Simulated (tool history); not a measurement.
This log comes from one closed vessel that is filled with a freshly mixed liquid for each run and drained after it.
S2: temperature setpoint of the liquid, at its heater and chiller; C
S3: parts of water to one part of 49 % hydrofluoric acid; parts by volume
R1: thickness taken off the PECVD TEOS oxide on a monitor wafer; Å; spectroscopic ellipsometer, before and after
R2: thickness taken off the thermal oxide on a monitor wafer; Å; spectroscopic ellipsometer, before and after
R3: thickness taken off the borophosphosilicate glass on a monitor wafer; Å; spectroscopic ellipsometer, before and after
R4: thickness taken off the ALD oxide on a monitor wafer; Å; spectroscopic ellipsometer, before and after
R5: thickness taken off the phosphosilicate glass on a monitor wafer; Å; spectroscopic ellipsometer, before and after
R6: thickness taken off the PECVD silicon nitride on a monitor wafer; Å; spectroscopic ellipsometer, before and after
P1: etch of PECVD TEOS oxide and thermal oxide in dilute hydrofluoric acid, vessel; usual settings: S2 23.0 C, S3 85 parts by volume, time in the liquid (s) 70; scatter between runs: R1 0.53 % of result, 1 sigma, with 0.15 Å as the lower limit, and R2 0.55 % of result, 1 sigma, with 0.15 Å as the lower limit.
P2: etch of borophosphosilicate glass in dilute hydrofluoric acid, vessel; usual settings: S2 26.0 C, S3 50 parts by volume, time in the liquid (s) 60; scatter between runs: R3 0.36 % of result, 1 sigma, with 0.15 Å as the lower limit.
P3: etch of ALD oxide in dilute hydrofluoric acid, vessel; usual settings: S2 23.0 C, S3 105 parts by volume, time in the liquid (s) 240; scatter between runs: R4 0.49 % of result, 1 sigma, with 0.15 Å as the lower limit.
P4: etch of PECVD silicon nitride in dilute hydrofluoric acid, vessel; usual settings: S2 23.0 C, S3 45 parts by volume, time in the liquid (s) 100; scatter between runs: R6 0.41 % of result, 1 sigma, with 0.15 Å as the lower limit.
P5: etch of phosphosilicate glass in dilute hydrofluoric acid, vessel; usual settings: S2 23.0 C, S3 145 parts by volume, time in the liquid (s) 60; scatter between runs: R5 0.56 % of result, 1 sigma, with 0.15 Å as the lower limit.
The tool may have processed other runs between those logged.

{"run": 1, "day": 0.679, "process that ran": "P1", "S2": 23.0, "S3": 85, "time in the liquid (s)": 70, "R1": 107.06, "R2": 38.6}
{"run": 2, "day": 1.104, "process that ran": "P2", "S2": 34.0, "S3": 50, "time in the liquid (s)": 60, "R3": 827.61}
{"run": 3, "day": 1.442, "process that ran": "P3", "S2": 23.0, "S3": 105, "time in the liquid (s)": 240, "R4": 506.23}
{"run": 4, "day": 2.212, "process that ran": "P3", "S2": 29.5, "S3": 105, "time in the liquid (s)": 240, "R4": 651.57}
{"run": 5, "day": 2.9, "process that ran": "P5", "S2": 23.0, "S3": 145, "time in the liquid (s)": 60, "R5": 307.95}
{"run": 6, "day": 3.65, "process that ran": "P5", "S2": 23.0, "S3": 145, "time in the liquid (s)": 30, "R5": 154.75}
{"run": 7, "day": 4.271, "process that ran": "P2", "S2": 26.0, "S3": 80, "time in the liquid (s)": 60, "R3": 363.77}
{"run": 8, "day": 4.9, "process that ran": "P1", "S2": 19.0, "S3": 85, "time in the liquid (s)": 70, "R1": 89.745, "R2": 32.978}
{"run": 9, "day": 5.275, "process that ran": "P2", "S2": 26.0, "S3": 50, "time in the liquid (s)": 100, "R3": 1010.6}
{"run": 10, "day": 5.85, "process that ran": "P3", "S2": 23.0, "S3": 105, "time in the liquid (s)": 240, "R4": 509.76}
{"run": 11, "day": 6.542, "process that ran": "P3", "S2": 23.0, "S3": 190, "time in the liquid (s)": 240, "R4": 255.42}
{"run": 12, "day": 7.25, "process that ran": "P5", "S2": 23.0, "S3": 45, "time in the liquid (s)": 60, "R5": 1121.5}
{"run": 13, "day": 7.988, "process that ran": "P1", "S2": 23.0, "S3": 85, "time in the liquid (s)": 70, "R1": 107.54, "R2": 38.798}
{"run": 14, "day": 8.683, "process that ran": "P1", "S2": 23.0, "S3": 85, "time in the liquid (s)": 70, "R1": 106.9, "R2": 38.925}
{"run": 15, "day": 9.05, "process that ran": "P1", "S2": 23.0, "S3": 85, "time in the liquid (s)": 70, "R1": 107.35, "R2": 38.896}
{"run": 16, "day": 9.779, "process that ran": "P4", "S2": 23.0, "S3": 75, "time in the liquid (s)": 100, "R6": 33.309}
{"run": 17, "day": 10.217, "process that ran": "P5", "S2": 31.0, "S3": 145, "time in the liquid (s)": 60, "R5": 419.01}
{"run": 18, "day": 10.617, "process that ran": "P1", "S2": 23.0, "S3": 140, "time in the liquid (s)": 70, "R1": 60.699, "R2": 22.412}
{"run": 19, "day": 11.329, "process that ran": "P3", "S2": 23.0, "S3": 105, "time in the liquid (s)": 425, "R4": 896.96}
{"run": 20, "day": 11.983, "process that ran": "P4", "S2": 17.0, "S3": 45, "time in the liquid (s)": 100, "R6": 35.937}
{"run": 21, "day": 12.346, "process that ran": "P2", "S2": 26.0, "S3": 50, "time in the liquid (s)": 60, "R3": 603.88}
{"run": 22, "day": 13.096, "process that ran": "P4", "S2": 23.0, "S3": 45, "time in the liquid (s)": 100, "R6": 53.717}
{"run": 23, "day": 13.633, "process that ran": "P4", "S2": 23.0, "S3": 45, "time in the liquid (s)": 165, "R6": 89.549}
{"run": 24, "day": 14.238, "process that ran": "P1", "S2": 23.0, "S3": 85, "time in the liquid (s)": 70, "R1": 107.11, "R2": 38.829}
{"run": 25, "day": 14.929, "process that ran": "P1", "S2": 23.0, "S3": 40, "time in the liquid (s)": 70, "R1": 241.65, "R2": 87.142}
{"run": 26, "day": 15.662, "process that ran": "P5", "S2": 23.0, "S3": 145, "time in the liquid (s)": 60, "R5": 308.3}
{"run": 27, "day": 16.262, "process that ran": "P1", "S2": 23.0, "S3": 85, "time in the liquid (s)": 120, "R1": 184.89, "R2": 66.537}
{"run": 28, "day": 16.604, "process that ran": "P1", "S2": 23.0, "S3": 85, "time in the liquid (s)": 30, "R1": 45.098, "R2": 16.493}
{"run": 29, "day": 17.292, "process that ran": "P1", "S2": 30.0, "S3": 85, "time in the liquid (s)": 70, "R1": 139.86, "R2": 51.243}
{"run": 30, "day": 17.779, "process that ran": "P1", "S2": 28.0, "S3": 145, "time in the liquid (s)": 70, "R1": 70.347, "R2": 25.358}
{"run": 31, "day": 18.121, "process that ran": "P1", "S2": 23.0, "S3": 85, "time in the liquid (s)": 70, "R1": 106.12, "R2": 38.578}
{"run": 32, "day": 18.812, "process that ran": "P1", "S2": 29.5, "S3": 140, "time in the liquid (s)": 70, "R1": 77.577, "R2": 28.185}
{"run": 33, "day": 19.183, "process that ran": "P1", "S2": 23.0, "S3": 85, "time in the liquid (s)": 70, "R1": 107.42, "R2": 39.299}
{"run": 34, "day": 19.596, "process that ran": "P1", "S2": 23.0, "S3": 85, "time in the liquid (s)": 70, "R1": 105.03, "R2": 38.133}
{"run": 35, "day": 19.979, "process that ran": "P1", "S2": 23.0, "S3": 85, "time in the liquid (s)": 70, "R1": 104.1, "R2": 38.011}
{"run": 36, "day": 20.458, "process that ran": "P1", "S2": 23.0, "S3": 85, "time in the liquid (s)": 70, "R1": 102.03, "R2": 37.191}
{"run": 37, "day": 21.212, "process that ran": "P1", "S2": 23.0, "S3": 85, "time in the liquid (s)": 70, "R1": 101.12, "R2": 36.888}
{"run": 38, "day": 21.858, "process that ran": "P1", "S2": 23.0, "S3": 85, "time in the liquid (s)": 70, "R1": 100.14, "R2": 36.879}
{"run": 39, "day": 22.379, "process that ran": "P1", "S2": 23.0, "S3": 85, "time in the liquid (s)": 70, "R1": 100.08, "R2": 36.503}
{"run": 40, "day": 23.1, "process that ran": "P1", "S2": 23.0, "S3": 85, "time in the liquid (s)": 70, "R1": 100.15, "R2": 35.983}
{"run": 41, "day": 23.521, "process that ran": "P1", "S2": 23.0, "S3": 85, "time in the liquid (s)": 70, "R1": 99.398, "R2": 35.957}
{"run": 42, "day": 24.117, "process that ran": "P1", "S2": 23.0, "S3": 85, "time in the liquid (s)": 70, "R1": 99.172, "R2": 35.654}
{"run": 43, "day": 24.621, "process that ran": "P1", "S2": 23.0, "S3": 85, "time in the liquid (s)": 70, "R1": 98.985, "R2": 35.852}
{"run": 44, "day": 25.129, "process that ran": "P1", "S2": 23.0, "S3": 85, "time in the liquid (s)": 70, "R1": 100.05, "R2": 35.741}

P1 has crept away from where it was. The log is fitted equally well by each of these 2 causes, at the sizes shown:
A: hydrofluoric acid flow below the setpoint (%) = 6.24
B: liquid colder than its thermometer reads (K) = 1.76
Creep in the process output first set in at about day 19.183.

Below are 4 check runs, each on a single wafer, with their results shown as question marks. Which of them would tell the listed causes apart, meaning the causes would give clearly different results under it?
{"run": "check 1", "day": 25.638, "process that ran": "P3", "S2": 23.0, "S3": 185, "time in the liquid (s)": 350, "R4": "?"}
{"run": "check 2", "day": 25.638, "process that ran": "P4", "S2": 19.0, "S3": 70, "time in the liquid (s)": 100, "R6": "?"}
{"run": "check 3", "day": 25.638, "process that ran": "P2", "S2": 34.0, "S3": 50, "time in the liquid (s)": 80, "R3": "?"}
{"run": "check 4", "day": 25.638, "process that ran": "P5", "S2": 26.5, "S3": 145, "time in the liquid (s)": 60, "R5": "?"}

Outcome of each check run for each possible cause:
check=check_1 result=R4 if_A=354.34 if_B=358.07
check=check_2 result=R6 if_A=25.238 if_B=23.761
check=check_3 result=R3 if_A=1028.00 if_B=1030.90
check=check_4 result=R5 if_A=327.12 if_B=330.31
Per check, the gap between the least separated pair of causes, taken in the result that splits them most: check 1 1.05 %; check 2 6.03 %; check 3 0.27 %; check 4 0.97 %
The other checks would show nearly matching results whichever cause is true, so check 2 is the only one that separates the causes.

Then check 2 was run and gave: R6 25.330 Å. Which cause is it?

It is A: hydrofluoric acid flow below the setpoint (%).

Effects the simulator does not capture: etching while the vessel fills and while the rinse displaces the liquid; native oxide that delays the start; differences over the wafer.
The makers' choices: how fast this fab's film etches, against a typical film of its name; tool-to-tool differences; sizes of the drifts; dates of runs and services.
